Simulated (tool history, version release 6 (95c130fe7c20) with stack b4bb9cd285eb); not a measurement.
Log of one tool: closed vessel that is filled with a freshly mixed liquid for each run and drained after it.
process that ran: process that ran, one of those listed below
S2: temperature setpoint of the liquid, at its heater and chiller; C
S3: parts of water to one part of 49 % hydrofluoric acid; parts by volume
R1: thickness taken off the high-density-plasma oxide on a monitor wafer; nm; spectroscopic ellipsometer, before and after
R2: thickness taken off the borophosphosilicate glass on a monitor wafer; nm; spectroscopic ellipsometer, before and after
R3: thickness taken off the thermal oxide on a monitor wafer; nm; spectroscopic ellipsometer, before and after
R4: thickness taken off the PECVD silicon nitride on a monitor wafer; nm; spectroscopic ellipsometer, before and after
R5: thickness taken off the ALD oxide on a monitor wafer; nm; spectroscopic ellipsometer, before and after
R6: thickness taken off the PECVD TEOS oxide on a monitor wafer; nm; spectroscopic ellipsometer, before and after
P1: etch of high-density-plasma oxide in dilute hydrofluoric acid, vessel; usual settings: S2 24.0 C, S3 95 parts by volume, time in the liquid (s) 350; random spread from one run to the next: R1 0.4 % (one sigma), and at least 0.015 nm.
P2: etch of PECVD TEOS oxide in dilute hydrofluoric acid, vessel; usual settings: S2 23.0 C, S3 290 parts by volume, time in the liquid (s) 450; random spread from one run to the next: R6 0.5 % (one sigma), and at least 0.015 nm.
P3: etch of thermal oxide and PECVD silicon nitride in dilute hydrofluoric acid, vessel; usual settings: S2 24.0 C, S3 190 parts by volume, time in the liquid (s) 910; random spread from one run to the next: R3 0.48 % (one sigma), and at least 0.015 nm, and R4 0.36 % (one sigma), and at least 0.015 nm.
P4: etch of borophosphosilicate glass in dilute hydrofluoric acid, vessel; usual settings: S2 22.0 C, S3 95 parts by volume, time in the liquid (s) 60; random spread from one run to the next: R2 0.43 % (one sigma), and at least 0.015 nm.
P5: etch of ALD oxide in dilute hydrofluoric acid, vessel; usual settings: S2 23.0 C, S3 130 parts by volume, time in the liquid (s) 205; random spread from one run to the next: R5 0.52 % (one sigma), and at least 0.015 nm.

{"run": 1, "hour": 3.5, "process that ran": "P1", "S2": 24.0, "S3": 95, "time in the liquid (s)": 350, "R1": 19.102}
{"run": 2, "hour": 6.3, "process that ran": "P1", "S2": 24.0, "S3": 95, "time in the liquid (s)": 350, "R1": 19.003}
{"run": 3, "hour": 12.4, "process that ran": "P1", "S2": 24.0, "S3": 95, "time in the liquid (s)": 350, "R1": 19.028}
{"run": 4, "hour": 17.6, "process that ran": "P4", "S2": 22.0, "S3": 95, "time in the liquid (s)": 90, "R2": 43.222}
{"run": 5, "hour": 23.1, "process that ran": "P3", "S2": 24.0, "S3": 190, "time in the liquid (s)": 90, "R3": 2.0714, "R4": 2.0893}
{"run": 6, "hour": 27.8, "process that ran": "P5", "S2": 17.0, "S3": 130, "time in the liquid (s)": 205, "R5": 36.778}
{"run": 7, "hour": 33.0, "process that ran": "P1", "S2": 18.5, "S3": 95, "time in the liquid (s)": 180, "R1": 7.8714}
{"run": 8, "hour": 38.2, "process that ran": "P2", "S2": 23.0, "S3": 60, "time in the liquid (s)": 450, "R6": 204.06}
{"run": 9, "hour": 42.8, "process that ran": "P5", "S2": 23.0, "S3": 130, "time in the liquid (s)": 205, "R5": 46.694}
{"run": 10, "hour": 46.8, "process that ran": "P2", "S2": 23.0, "S3": 290, "time in the liquid (s)": 175, "R6": 12.901}
{"run": 11, "hour": 51.2, "process that ran": "P4", "S2": 22.0, "S3": 95, "time in the liquid (s)": 60, "R2": 28.566}
{"run": 12, "hour": 57.5, "process that ran": "P2", "S2": 31.0, "S3": 290, "time in the liquid (s)": 450, "R6": 43.07}
{"run": 13, "hour": 61.1, "process that ran": "P4", "S2": 17.0, "S3": 95, "time in the liquid (s)": 60, "R2": 23.318}
{"run": 14, "hour": 64.7, "process that ran": "P1", "S2": 24.0, "S3": 95, "time in the liquid (s)": 350, "R1": 18.896}
{"run": 15, "hour": 68.4, "process that ran": "P5", "S2": 23.0, "S3": 130, "time in the liquid (s)": 370, "R5": 84.176}
{"run": 16, "hour": 74.4, "process that ran": "P3", "S2": 17.0, "S3": 190, "time in the liquid (s)": 910, "R3": 16.11, "R4": 13.492}
{"run": 17, "hour": 80.1, "process that ran": "P5", "S2": 23.0, "S3": 235, "time in the liquid (s)": 205, "R5": 23.005}
{"run": 18, "hour": 84.1, "process that ran": "P3", "S2": 24.0, "S3": 270, "time in the liquid (s)": 910, "R3": 13.705, "R4": 15.127}
{"run": 19, "hour": 86.9, "process that ran": "P2", "S2": 23.0, "S3": 290, "time in the liquid (s)": 450, "R6": 32.983}
{"run": 20, "hour": 92.8, "process that ran": "P1", "S2": 24.0, "S3": 95, "time in the liquid (s)": 350, "R1": 19.068}
{"run": 21, "hour": 99.1, "process that ran": "P4", "S2": 22.0, "S3": 175, "time in the liquid (s)": 60, "R2": 14.211}
{"run": 22, "hour": 104.7, "process that ran": "P1", "S2": 24.0, "S3": 160, "time in the liquid (s)": 350, "R1": 10.461}
{"run": 23, "hour": 109.1, "process that ran": "P1", "S2": 24.0, "S3": 45, "time in the liquid (s)": 350, "R1": 42.908}
{"run": 24, "hour": 113.8, "process that ran": "P5", "S2": 23.0, "S3": 130, "time in the liquid (s)": 205, "R5": 46.182}
{"run": 25, "hour": 118.3, "process that ran": "P3", "S2": 24.0, "S3": 190, "time in the liquid (s)": 910, "R3": 20.987, "R4": 21.245}
{"run": 26, "hour": 123.7, "process that ran": "P4", "S2": 22.0, "S3": 95, "time in the liquid (s)": 60, "R2": 28.752}
{"run": 27, "hour": 130.1, "process that ran": "P1", "S2": 24.0, "S3": 95, "time in the liquid (s)": 155, "R1": 8.4334}
{"run": 28, "hour": 135.9, "process that ran": "P2", "S2": 23.0, "S3": 290, "time in the liquid (s)": 450, "R6": 32.971}
{"run": 29, "hour": 140.6, "process that ran": "P1", "S2": 17.0, "S3": 95, "time in the liquid (s)": 350, "R1": 14.278}
{"run": 30, "hour": 145.7, "process that ran": "P1", "S2": 24.0, "S3": 95, "time in the liquid (s)": 550, "R1": 30.0}
{"run": 31, "hour": 149.5, "process that ran": "P1", "S2": 28.5, "S3": 95, "time in the liquid (s)": 350, "R1": 22.71}
{"run": 32, "hour": 153.4, "process that ran": "P1", "S2": 24.0, "S3": 95, "time in the liquid (s)": 350, "R1": 18.986}
{"run": 33, "hour": 157.5, "process that ran": "P1", "S2": 24.0, "S3": 95, "time in the liquid (s)": 350, "R1": 18.576}
{"run": 34, "hour": 163.1, "process that ran": "P1", "S2": 24.0, "S3": 95, "time in the liquid (s)": 350, "R1": 18.255}
{"run": 35, "hour": 167.9, "process that ran": "P1", "S2": 24.0, "S3": 95, "time in the liquid (s)": 350, "R1": 18.041}
{"run": 36, "hour": 171.7, "process that ran": "P1", "S2": 24.0, "S3": 95, "time in the liquid (s)": 350, "R1": 18.054}
{"run": 37, "hour": 175.9, "process that ran": "P1", "S2": 24.0, "S3": 95, "time in the liquid (s)": 350, "R1": 17.805}
{"run": 38, "hour": 181.0, "process that ran": "P1", "S2": 24.0, "S3": 95, "time in the liquid (s)": 350, "R1": 17.839}
{"run": 39, "hour": 187.3, "process that ran": "P1", "S2": 24.0, "S3": 95, "time in the liquid (s)": 350, "R1": 17.893}
{"run": 40, "hour": 192.6, "process that ran": "P1", "S2": 24.0, "S3": 95, "time in the liquid (s)": 350, "R1": 17.733}
{"run": 41, "hour": 198.5, "process that ran": "P1", "S2": 24.0, "S3": 95, "time in the liquid (s)": 350, "R1": 17.685}
{"run": 42, "hour": 201.6, "process that ran": "P1", "S2": 24.0, "S3": 95, "time in the liquid (s)": 350, "R1": 17.666}
{"run": 43, "hour": 207.9, "process that ran": "P1", "S2": 24.0, "S3": 95, "time in the liquid (s)": 350, "R1": 17.617}

P1 no longer gives what it gave before; its output has crept away from where it was. The following 2 causes, each at its listed size, fit the log equally well:
A: hydrofluoric acid flow below the setpoint (%) = 6.69
B: liquid colder than its thermometer reads (K) = 1.94
At approximately hour 153.4, the process output began to creep.

Question marks stand in for the results of the 4 check runs listed below, each run on one wafer. Under which run would the listed causes show clearly different results?
{"run": "check 1", "hour": 214.2, "process that ran": "P4", "S2": 22.0, "S3": 175, "time in the liquid (s)": 60, "R2": "?"}
{"run": "check 2", "hour": 214.2, "process that ran": "P5", "S2": 17.0, "S3": 230, "time in the liquid (s)": 205, "R5": "?"}
{"run": "check 3", "hour": 214.2, "process that ran": "P2", "S2": 23.0, "S3": 165, "time in the liquid (s)": 450, "R6": "?"}
{"run": "check 4", "hour": 214.2, "process that ran": "P3", "S2": 19.0, "S3": 255, "time in the liquid (s)": 910, "R3": "?", "R4": "?"}

Outcome of each check run for each possible cause:
check=check_1 result=R2 if_A=13.098 if_B=13.193
check=check_2 result=R5 if_A=17.296 if_B=17.414
check=check_3 result=R6 if_A=60.734 if_B=61.172
check=check_4 result=R3 if_A=11.2090 if_B=11.3380
check=check_4 result=R4 if_A=10.8520 if_B=10.2120
Per check, the gap between the least separated pair of causes, taken in the result that splits them most: check 1 0.72 %; check 2 0.68 %; check 3 0.72 %; check 4 6.07 %
The other checks would show nearly matching results whichever cause is true, so check 4 is the only one that separates the causes.

Check 4 was carried out, with these results: R3 11.2220 nm; R4 10.8000 nm. Which of the listed causes is responsible?

The correct cause is A, namely: hydrofluoric acid flow below the setpoint (%).

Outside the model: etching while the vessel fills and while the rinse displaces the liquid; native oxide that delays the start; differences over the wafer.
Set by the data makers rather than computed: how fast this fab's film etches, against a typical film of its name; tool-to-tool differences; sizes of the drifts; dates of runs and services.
